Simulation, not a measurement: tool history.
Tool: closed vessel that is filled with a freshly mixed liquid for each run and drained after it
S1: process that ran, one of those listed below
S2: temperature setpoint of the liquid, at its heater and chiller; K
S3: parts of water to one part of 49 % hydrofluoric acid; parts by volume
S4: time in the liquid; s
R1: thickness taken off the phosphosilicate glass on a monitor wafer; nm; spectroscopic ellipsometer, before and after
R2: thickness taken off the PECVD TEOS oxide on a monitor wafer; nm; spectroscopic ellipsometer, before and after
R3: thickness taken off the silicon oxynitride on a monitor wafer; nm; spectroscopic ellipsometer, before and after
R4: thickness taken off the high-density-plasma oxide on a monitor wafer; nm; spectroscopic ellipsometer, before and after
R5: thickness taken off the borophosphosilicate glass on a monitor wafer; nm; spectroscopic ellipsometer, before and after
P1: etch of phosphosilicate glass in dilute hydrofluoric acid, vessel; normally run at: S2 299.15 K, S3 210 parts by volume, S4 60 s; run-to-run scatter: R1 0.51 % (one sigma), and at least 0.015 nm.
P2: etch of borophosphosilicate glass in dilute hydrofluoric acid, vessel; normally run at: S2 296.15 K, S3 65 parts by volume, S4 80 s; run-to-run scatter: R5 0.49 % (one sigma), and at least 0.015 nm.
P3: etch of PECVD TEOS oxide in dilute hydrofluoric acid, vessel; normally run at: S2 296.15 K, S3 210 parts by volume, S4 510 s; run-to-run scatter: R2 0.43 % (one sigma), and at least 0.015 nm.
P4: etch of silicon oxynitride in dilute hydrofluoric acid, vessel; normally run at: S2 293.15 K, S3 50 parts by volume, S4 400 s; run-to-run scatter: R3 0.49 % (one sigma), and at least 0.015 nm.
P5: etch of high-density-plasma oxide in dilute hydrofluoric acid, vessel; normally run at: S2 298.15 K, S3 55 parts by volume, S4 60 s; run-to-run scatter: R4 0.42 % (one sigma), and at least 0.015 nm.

| run | hour | S1 | S2 | S3 | S4 | R1 | R2 | R3 | R4 | R5 |
|---|---|---|---|---|---|---|---|---|---|---|
| 1 | 5.6 | P1 | 299.15 | 210 | 60 | 26.815 |  |  |  |  |
| 2 | 11.4 | P3 | 296.15 | 210 | 1000 |  | 76.738 |  |  |  |
| 3 | 18.9 | P4 | 293.15 | 20 | 400 |  |  | 25.799 |  |  |
| 4 | 24.8 | P4 | 293.15 | 50 | 400 |  |  | 10.161 |  |  |
| 5 | 34.1 | P5 | 298.15 | 55 | 60 |  |  |  | 6.3592 |  |
| 6 | 39.9 | P1 | 299.15 | 210 | 60 | 26.868 |  |  |  |  |
| 7 | 46.2 | P1 | 292.65 | 355 | 60 | 10.968 |  |  |  |  |
| 8 | 53 | P1 | 299.15 | 210 | 60 | 26.867 |  |  |  |  |
| 9 | 60 | P5 | 298.15 | 55 | 100 |  |  |  | 10.523 |  |
|  | 66 | thermometer replaced |
| 10 | 68.9 | P1 | 299.15 | 210 | 60 | 26.891 |  |  |  |  |
| 11 | 78.9 | P1 | 299.15 | 210 | 60 | 26.912 |  |  |  |  |
| 12 | 85.7 | P2 | 296.15 | 65 | 80 |  |  |  |  | 49.295 |
| 13 | 93.6 | P4 | 293.15 | 50 | 160 |  |  | 4.0754 |  |  |
| 14 | 101.3 | P5 | 298.15 | 55 | 60 |  |  |  | 6.4148 |  |
| 15 | 108.8 | P2 | 296.15 | 65 | 30 |  |  |  |  | 18.477 |
| 16 | 114.4 | P1 | 299.15 | 340 | 95 | 23.155 |  |  |  |  |
| 17 | 119.2 | P2 | 303.15 | 65 | 80 |  |  |  |  | 65.489 |
| 18 | 128.4 | P4 | 293.15 | 50 | 400 |  |  | 10.165 |  |  |
| 19 | 134.9 | P4 | 297.15 | 50 | 400 |  |  | 12.344 |  |  |
| 20 | 143.6 | P2 | 296.15 | 110 | 80 |  |  |  |  | 27.576 |
| 21 | 150.6 | P3 | 296.15 | 360 | 510 |  | 19.912 |  |  |  |
| 22 | 157.8 | P3 | 296.15 | 210 | 510 |  | 39.044 |  |  |  |
| 23 | 167.1 | P1 | 299.15 | 340 | 60 | 14.589 |  |  |  |  |
| 24 | 176.3 | P5 | 292.15 | 55 | 60 |  |  |  | 5.0191 |  |
| 25 | 185.9 | P1 | 299.15 | 210 | 60 | 26.807 |  |  |  |  |
| 26 | 195.2 | P1 | 306.15 | 210 | 60 | 33.993 |  |  |  |  |
| 27 | 203.3 | P1 | 299.15 | 210 | 30 | 13.605 |  |  |  |  |
| 28 | 208.2 | P5 | 298.15 | 105 | 60 |  |  |  | 3.1451 |  |
| 29 | 214.6 | P1 | 299.15 | 105 | 60 | 61.124 |  |  |  |  |
| 30 | 224.3 | P3 | 302.65 | 210 | 510 |  | 49.575 |  |  |  |
| 31 | 229.7 | P1 | 299.15 | 210 | 110 | 49.94 |  |  |  |  |
| 32 | 239.4 | P2 | 296.15 | 65 | 80 |  |  |  |  | 49.209 |
| 33 | 245.4 | P1 | 295.65 | 210 | 30 | 11.759 |  |  |  |  |
| 34 | 253.1 | P1 | 295.15 | 210 | 60 | 23.112 |  |  |  |  |
| 35 | 263.3 | P1 | 299.15 | 210 | 60 | 26.947 |  |  |  |  |
| 36 | 269.3 | P1 | 299.15 | 210 | 60 | 27.464 |  |  |  |  |
| 37 | 275.3 | P1 | 299.15 | 210 | 60 | 27.977 |  |  |  |  |
| 38 | 282.3 | P1 | 299.15 | 210 | 60 | 28.429 |  |  |  |  |
| 39 | 292 | P1 | 299.15 | 210 | 60 | 28.3 |  |  |  |  |
| 40 | 301.8 | P1 | 299.15 | 210 | 60 | 28.657 |  |  |  |  |
| 41 | 306.2 | P1 | 299.15 | 210 | 60 | 29.033 |  |  |  |  |
| 42 | 311 | P1 | 299.15 | 210 | 60 | 28.951 |  |  |  |  |
| 43 | 317 | P1 | 299.15 | 210 | 60 | 28.897 |  |  |  |  |
| 44 | 323.8 | P1 | 299.15 | 210 | 60 | 28.783 |  |  |  |  |
| 45 | 328.6 | P1 | 299.15 | 210 | 60 | 29.229 |  |  |  |  |
| 46 | 338.5 | P1 | 299.15 | 210 | 60 | 29.117 |  |  |  |  |

What P1 gives has crept away from where it was. These 2 causes fit the log equally well, each at the size given:
A: liquid hotter than its thermometer reads (K) = 2.04
B: hydrofluoric acid flow above the setpoint (%) = 6.06
The creep began at about hour 263.3.

4 check runs are offered, one wafer each, their results left as question marks. Which one tells the causes apart?
| check 1 | 348.4 | P4 | 293.15 | 20 | 180 |  |  | ? |  |  |
| check 2 | 348.4 | P5 | 298.15 | 105 | 80 |  |  |  | ? |  |
| check 3 | 348.4 | P2 | 299.65 | 105 | 80 |  |  |  |  | ? |
| check 4 | 348.4 | P3 | 296.15 | 335 | 510 |  | ? |  |  |  |

What each check would give under each cause:
| check | result | if A | if B |
|---|---|---|---|
| check 1 | R3 | 12.892 | 12.323 |
| check 2 | R4 | 4.5226 | 4.4656 |
| check 3 | R5 | 36.001 | 35.596 |
| check 4 | R2 | 23.306 | 23.476 |
How far apart the two closest causes lie, in the result that separates them most: check 1 4.51 %; check 2 1.27 %; check 3 1.13 %; check 4 0.72 %
Check 1 tells the causes apart: in the others they would give nearly the same result.

Then check 1 was run and gave: R3 12.319 nm. Which cause is it?

It is B: hydrofluoric acid flow above the setpoint (%).
